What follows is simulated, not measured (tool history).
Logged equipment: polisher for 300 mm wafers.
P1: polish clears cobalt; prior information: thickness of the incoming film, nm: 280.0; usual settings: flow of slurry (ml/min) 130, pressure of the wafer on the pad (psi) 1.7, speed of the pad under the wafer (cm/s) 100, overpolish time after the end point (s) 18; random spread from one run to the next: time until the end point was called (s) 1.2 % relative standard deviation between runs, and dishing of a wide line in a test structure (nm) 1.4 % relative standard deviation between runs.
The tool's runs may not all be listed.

| run | day | flow of slurry (ml/min) | pressure of the wafer on the pad (psi) | speed of the pad under the wafer (cm/s) | overpolish time after the end point (s) | wafers polished on this pad | hours since the slurry nozzle was cleaned | hours since the head pressure was calibrated | time until the end point was called (s) | dishing of a wide line in a test structure (nm) |
|---|---|---|---|---|---|---|---|---|---|---|
| 1 | 0.508 | 130 | 1.7 | 100 | 18 | 1025 | 96 | 609.5 | 69.634 | 29.573 |
| 2 | 1.079 | 205 | 1.7 | 100 | 18 | 1136 | 109.7 | 623.2 | 65.678 | 30.132 |
| 3 | 1.654 | 130 | 1.7 | 154 | 18 | 1249 | 123.5 | 637 | 44.873 | 32.153 |
| 4 | 2.038 | 130 | 2.4 | 100 | 18 | 1323 | 132.7 | 646.2 | 49.385 | 32.723 |
| 5 | 2.654 | 130 | 1.7 | 100 | 18 | 1444 | 147.5 | 661 | 70.954 | 29.336 |
| 6 | 3.254 | 130 | 1.7 | 54 | 18 | 1561 | 161.9 | 675.4 | 126.97 | 22.584 |
| 7 | 3.862 | 130 | 0.8 | 100 | 18 | 1680 | 176.5 | 690 | 144.73 | 21.353 |
| 8 | 4.183 | 130 | 1.7 | 100 | 33 | 1743 | 184.2 | 697.7 | 68.045 | 33.96 |
| 9 | 4.842 | 130 | 0.8 | 44 | 18 | 1871 | 200 | 713.5 | 336.72 | 12.426 |
| 10 | 5.367 | 130 | 1.7 | 100 | 18 | 1974 | 212.6 | 726.1 | 69.214 | 29.275 |
| 11 | 5.971 | 130 | 1.7 | 100 | 18 | 2092 | 227.1 | 740.6 | 69.816 | 29.538 |
| 12 | 6.404 | 80 | 1.7 | 100 | 18 | 2177 | 237.5 | 751 | 76.906 | 28.07 |
| 13 | 6.742 | 130 | 1.7 | 100 | 18 | 2242 | 245.6 | 759.1 | 69.493 | 29.923 |
|  | 7.025 | slurry nozzle cleaned |
| 14 | 7.054 | 130 | 2.5 | 100 | 33 | 2304 | 0.8 | 766.6 | 46.734 | 33.745 |
| 15 | 7.454 | 130 | 1.7 | 100 | 10 | 2382 | 10.4 | 776.2 | 67.542 | 23.59 |
| 16 | 7.875 | 130 | 1.7 | 100 | 18 | 2464 | 20.5 | 786.3 | 70.34 | 29.995 |
| 17 | 8.229 | 130 | 1.7 | 100 | 18 | 2533 | 29 | 794.8 | 72.36 | 29.173 |
| 18 | 8.775 | 130 | 1.7 | 100 | 18 | 2640 | 42.1 | 807.9 | 73.168 | 29.062 |

Run 19 is up next; what results do you expect?
| 19 | 9.108 | 130 | 1.7 | 100 | 18 | 2705 | 50.1 | 815.9 | ? | ? |

{"run 19": {"time until the end point was called (s)": 73.383, "dishing of a wide line in a test structure (nm)": 29.264}}
